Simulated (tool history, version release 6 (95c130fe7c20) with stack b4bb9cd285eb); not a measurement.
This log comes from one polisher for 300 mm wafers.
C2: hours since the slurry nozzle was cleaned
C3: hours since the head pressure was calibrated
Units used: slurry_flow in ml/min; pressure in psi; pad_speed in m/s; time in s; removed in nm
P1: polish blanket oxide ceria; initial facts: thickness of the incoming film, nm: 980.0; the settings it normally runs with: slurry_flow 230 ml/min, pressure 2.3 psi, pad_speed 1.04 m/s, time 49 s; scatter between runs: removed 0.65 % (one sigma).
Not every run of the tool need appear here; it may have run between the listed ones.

run 1 day=0.371 | slurry_flow=230 pressure=2.3 pad_speed=1.04 time=49 | wafers_polished_on_this_pad=440 C2=295.4 C3=175.9 | removed=167.4
run 2 day=0.638 | slurry_flow=230 pressure=1.1 pad_speed=1.04 time=49 | wafers_polished_on_this_pad=515 C2=301.8 C3=182.3 | removed=80.45
run 3 day=0.967 | slurry_flow=140 pressure=2.3 pad_speed=1.04 time=49 | wafers_polished_on_this_pad=606 C2=309.7 C3=190.2 | removed=155.82
run 4 day=1.529 | slurry_flow=230 pressure=2.3 pad_speed=1.04 time=49 | wafers_polished_on_this_pad=762 C2=323.2 C3=203.7 | removed=168
-- day=1.538 worn pad replaced by a new one
run 5 day=1.883 | slurry_flow=230 pressure=1.8 pad_speed=1.04 time=60 | wafers_polished_on_this_pad=96 C2=331.7 C3=212.2 | removed=162.11
run 6 day=2.279 | slurry_flow=230 pressure=2.3 pad_speed=1.04 time=30 | wafers_polished_on_this_pad=207 C2=341.2 C3=221.7 | removed=102.67
run 7 day=2.583 | slurry_flow=230 pressure=2.3 pad_speed=0.52 time=49 | wafers_polished_on_this_pad=291 C2=348.5 C3=229 | removed=83.422
run 8 day=3.021 | slurry_flow=230 pressure=2.3 pad_speed=1.62 time=49 | wafers_polished_on_this_pad=413 C2=359 C3=239.5 | removed=261.49
run 9 day=3.312 | slurry_flow=230 pressure=3.4 pad_speed=1.04 time=49 | wafers_polished_on_this_pad=494 C2=366 C3=246.5 | removed=245.22
run 10 day=3.617 | slurry_flow=350 pressure=2.3 pad_speed=1.04 time=49 | wafers_polished_on_this_pad=578 C2=373.3 C3=253.8 | removed=176.05
run 11 day=4.138 | slurry_flow=230 pressure=2.3 pad_speed=1.04 time=49 | wafers_polished_on_this_pad=723 C2=385.8 C3=266.3 | removed=168.37
run 12 day=4.4 | slurry_flow=230 pressure=2.3 pad_speed=1.04 time=49 | wafers_polished_on_this_pad=796 C2=392.1 C3=272.6 | removed=169.11
run 13 day=4.65 | slurry_flow=230 pressure=2.3 pad_speed=1.04 time=65 | wafers_polished_on_this_pad=866 C2=398.1 C3=278.6 | removed=221.7
run 14 day=5.192 | slurry_flow=230 pressure=2.3 pad_speed=1.04 time=49 | wafers_polished_on_this_pad=1016 C2=411.1 C3=291.6 | removed=167.43
run 15 day=5.5 | slurry_flow=230 pressure=2.3 pad_speed=1.04 time=49 | wafers_polished_on_this_pad=1102 C2=418.5 C3=299 | removed=168.65

What does the tool deliver on the next run?
run 16 day=5.867 | slurry_flow=230 pressure=2.3 pad_speed=1.04 time=49 | wafers_polished_on_this_pad=1204 C2=427.3 C3=307.8 | removed=?

{"run 16": {"removed": 168.65}}

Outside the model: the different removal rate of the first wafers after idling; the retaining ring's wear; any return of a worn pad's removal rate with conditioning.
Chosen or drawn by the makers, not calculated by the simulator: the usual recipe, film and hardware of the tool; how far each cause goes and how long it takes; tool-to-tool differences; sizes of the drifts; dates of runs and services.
